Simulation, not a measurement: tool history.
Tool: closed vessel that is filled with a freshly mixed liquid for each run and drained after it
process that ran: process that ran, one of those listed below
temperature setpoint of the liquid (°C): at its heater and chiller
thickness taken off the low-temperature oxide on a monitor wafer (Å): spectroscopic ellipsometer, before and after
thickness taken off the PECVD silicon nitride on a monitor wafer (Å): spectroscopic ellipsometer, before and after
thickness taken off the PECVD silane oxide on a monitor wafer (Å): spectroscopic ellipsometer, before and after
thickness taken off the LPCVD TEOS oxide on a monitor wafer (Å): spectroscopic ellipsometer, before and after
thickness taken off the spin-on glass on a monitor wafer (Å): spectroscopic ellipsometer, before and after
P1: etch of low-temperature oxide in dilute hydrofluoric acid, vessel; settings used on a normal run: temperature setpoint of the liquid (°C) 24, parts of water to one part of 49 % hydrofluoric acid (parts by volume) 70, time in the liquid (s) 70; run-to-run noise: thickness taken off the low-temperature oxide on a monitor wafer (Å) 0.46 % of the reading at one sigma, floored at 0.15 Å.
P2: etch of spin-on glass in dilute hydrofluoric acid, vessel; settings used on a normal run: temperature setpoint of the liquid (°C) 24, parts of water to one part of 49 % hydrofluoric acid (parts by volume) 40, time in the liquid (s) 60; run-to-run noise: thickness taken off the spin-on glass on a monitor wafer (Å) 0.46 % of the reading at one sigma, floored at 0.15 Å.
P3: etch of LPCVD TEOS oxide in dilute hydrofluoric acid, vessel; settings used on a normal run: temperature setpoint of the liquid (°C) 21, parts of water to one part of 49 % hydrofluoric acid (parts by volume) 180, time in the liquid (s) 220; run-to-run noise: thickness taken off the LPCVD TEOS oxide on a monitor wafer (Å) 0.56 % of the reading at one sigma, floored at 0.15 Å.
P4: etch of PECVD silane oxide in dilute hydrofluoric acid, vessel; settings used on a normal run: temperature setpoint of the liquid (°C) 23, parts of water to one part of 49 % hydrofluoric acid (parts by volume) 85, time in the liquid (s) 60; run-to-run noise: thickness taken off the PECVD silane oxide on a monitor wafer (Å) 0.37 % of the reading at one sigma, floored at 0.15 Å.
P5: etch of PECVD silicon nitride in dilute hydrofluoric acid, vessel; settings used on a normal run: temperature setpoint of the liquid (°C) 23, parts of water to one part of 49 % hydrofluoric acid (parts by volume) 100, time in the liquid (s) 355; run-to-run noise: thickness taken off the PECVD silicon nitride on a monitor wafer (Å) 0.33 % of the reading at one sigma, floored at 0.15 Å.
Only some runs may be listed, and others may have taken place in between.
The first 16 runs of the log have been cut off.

| run | hour | process that ran | temperature setpoint of the liquid (°C) | parts of water to one part of 49 % hydrofluoric acid (parts by volume) | time in the liquid (s) | hours since the thermometer was replaced | hours since the hydrofluoric acid flow meter was replaced | thickness taken off the low-temperature oxide on a monitor wafer (Å) | thickness taken off the PECVD silicon nitride on a monitor wafer (Å) | thickness taken off the PECVD silane oxide on a monitor wafer (Å) | thickness taken off the LPCVD TEOS oxide on a monitor wafer (Å) | thickness taken off the spin-on glass on a monitor wafer (Å) |
|---|---|---|---|---|---|---|---|---|---|---|---|---|
| 17 | 82.2 | P4 | 17 | 85 | 60 | 810 | 304.6 |  |  | 100.38 |  |  |
| 18 | 85.6 | P5 | 23 | 175 | 355 | 813.4 | 308 |  | 40.962 |  |  |  |
| 19 | 89.2 | P1 | 24 | 70 | 70 | 817 | 311.6 | 188.98 |  |  |  |  |
| 20 | 94.9 | P1 | 24 | 70 | 70 | 822.7 | 317.3 | 190 |  |  |  |  |
| 21 | 101.2 | P4 | 23 | 85 | 60 | 829 | 323.6 |  |  | 129.12 |  |  |
| 22 | 106.4 | P1 | 24 | 70 | 30 | 834.2 | 328.8 | 81.639 |  |  |  |  |
| 23 | 110.1 | P2 | 24 | 40 | 100 | 837.9 | 332.5 |  |  |  |  | 1753.7 |
| 24 | 116.2 | P1 | 19.5 | 70 | 110 | 844 | 338.6 | 247.42 |  |  |  |  |
| 25 | 119.9 | P1 | 24 | 70 | 70 | 847.7 | 342.3 | 190.11 |  |  |  |  |
| 26 | 125.2 | P2 | 24 | 40 | 60 | 853 | 347.6 |  |  |  |  | 1050.1 |
| 27 | 130.1 | P1 | 24 | 120 | 70 | 857.9 | 352.5 | 103.95 |  |  |  |  |
| 28 | 133.9 | P4 | 23 | 125 | 60 | 861.7 | 356.3 |  |  | 83.385 |  |  |
| 29 | 139.6 | P2 | 17 | 40 | 60 | 867.4 | 362 |  |  |  |  | 777.74 |
| 30 | 144.1 | P1 | 32 | 70 | 45 | 871.9 | 366.5 | 166.65 |  |  |  |  |
| 31 | 148.2 | P1 | 24 | 70 | 70 | 876 | 370.6 | 189.17 |  |  |  |  |

Predict the results of run 32:
| 32 | 154.6 | P1 | 24 | 70 | 70 | 882.4 | 377 | ? |  |  |  |  |

thickness taken off the low-temperature oxide on a monitor wafer (Å): 196.47
